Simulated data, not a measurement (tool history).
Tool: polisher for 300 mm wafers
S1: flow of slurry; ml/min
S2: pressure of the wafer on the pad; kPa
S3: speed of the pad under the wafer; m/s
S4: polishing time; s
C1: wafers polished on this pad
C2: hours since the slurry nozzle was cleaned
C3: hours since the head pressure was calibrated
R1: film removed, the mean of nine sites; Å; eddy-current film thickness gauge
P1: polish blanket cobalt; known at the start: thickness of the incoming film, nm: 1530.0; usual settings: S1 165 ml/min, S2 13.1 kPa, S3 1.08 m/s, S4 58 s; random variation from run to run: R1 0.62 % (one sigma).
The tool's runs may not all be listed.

run   hour   S1    S2    S3  S4    C1     C2     C3      R1
  1   18.1  165  13.1  1.08  58  1269  515.9  220.9  3223.7
  2   27.6  165  13.1  1.08  84  1396  525.4  230.4  4588.2
  3     46  245   9.7  1.08  58  1642  543.8  248.8  2446.6
  4   62.7  165  13.1  1.08  58  1865  560.5  265.5  3209.4
  5   77.6  165  13.1  1.08  58  2064  575.4  280.4  3209.1
  6     86  165  13.1  1.08  58  2176  583.8  288.8  3207.7
  7    101  165  13.1  1.08  42  2377  598.8  303.8    2305
  8  116.2  165     9  1.08  58  2580    614    319    2173
  9  124.4  100  13.1  1.08  58  2689  622.2  327.2  2895.5
 10  140.6  165  13.1  1.48  58  2906  638.4  343.4    4366
 11  154.5  230  13.1  1.08  58  3092  652.3  357.3    3379
 12  164.4  165  13.1  0.48  58  3224  662.2  367.2  1408.5
 13  180.3  165  13.1  1.08  58  3436  678.1  383.1  3175.3
 14  198.4  165  17.2  1.08  58  3678  696.2  401.2  4182.2
 15  206.8  115  13.1  1.08  80  3790  704.6  409.6  4116.3
 16  222.9  165  13.1  1.08  58  4005  720.7  425.7  3173.1
 17  236.3  165  13.1  1.08  58  4184  734.1  439.1  3152.4
 18  253.8  165  13.1  1.08  58  4418  751.6  456.6  3045.5
 19  265.6  165  13.1  1.08  58  4576  763.4  468.4  3049.2
 20  275.9  165  13.1  1.08  58  4714  773.7  478.7  3012.2
     279.7  -- head pressure recalibrated
 21  285.1  165  13.1  1.08  58  4837  782.9    5.5  3034.6
 22  293.4  165  13.1  1.08  58  4947  791.2   13.8  3045.8
 23  310.8  165  13.1  1.08  58  5180  808.6   31.2  3000.9
 24  318.9  165  13.1  1.08  58  5288  816.7   39.3    3023

What P1 gives has crept away from where it was. These 2 causes fit the log equally well, each at the size given:
A: slurry flow missing at the pad, % = 27.3
B: removal rate lost through wear of the pad, % = 5.67
The creep began at about hour 222.9.
Why every other cause is out:
head's pressure below its setpoint, %: serviced at hour 279.7, which brought nothing back

4 check runs are offered, each on 5 wafers whose results are averaged, their results left as question marks. Which one tells the causes apart?
check 1   327  165  15.9  1.08  58               ?
check 2   327  115  13.1  1.08  58               ?
check 3   327  165  10.3  1.08  58               ?
check 4   327  165  13.1  1.44  73               ?

What each check would give under each cause:
  check  result    if A    if B
check 1      R1  3639.6  3639.6
check 2      R1  2748.3  2810.6
check 3      R1  2373.7  2373.6
check 4      R1  5045.6  5045.6
How far apart the two closest causes lie, in the result that separates them most: check 1 0 %; check 2 2.24 %; check 3 0 %; check 4 0 %
Check 2 tells the causes apart: in the others they would give nearly the same result.

Check 2 was then run and gave: R1 2757.8 Å. Which cause is it?

It is A: slurry flow missing at the pad, %.
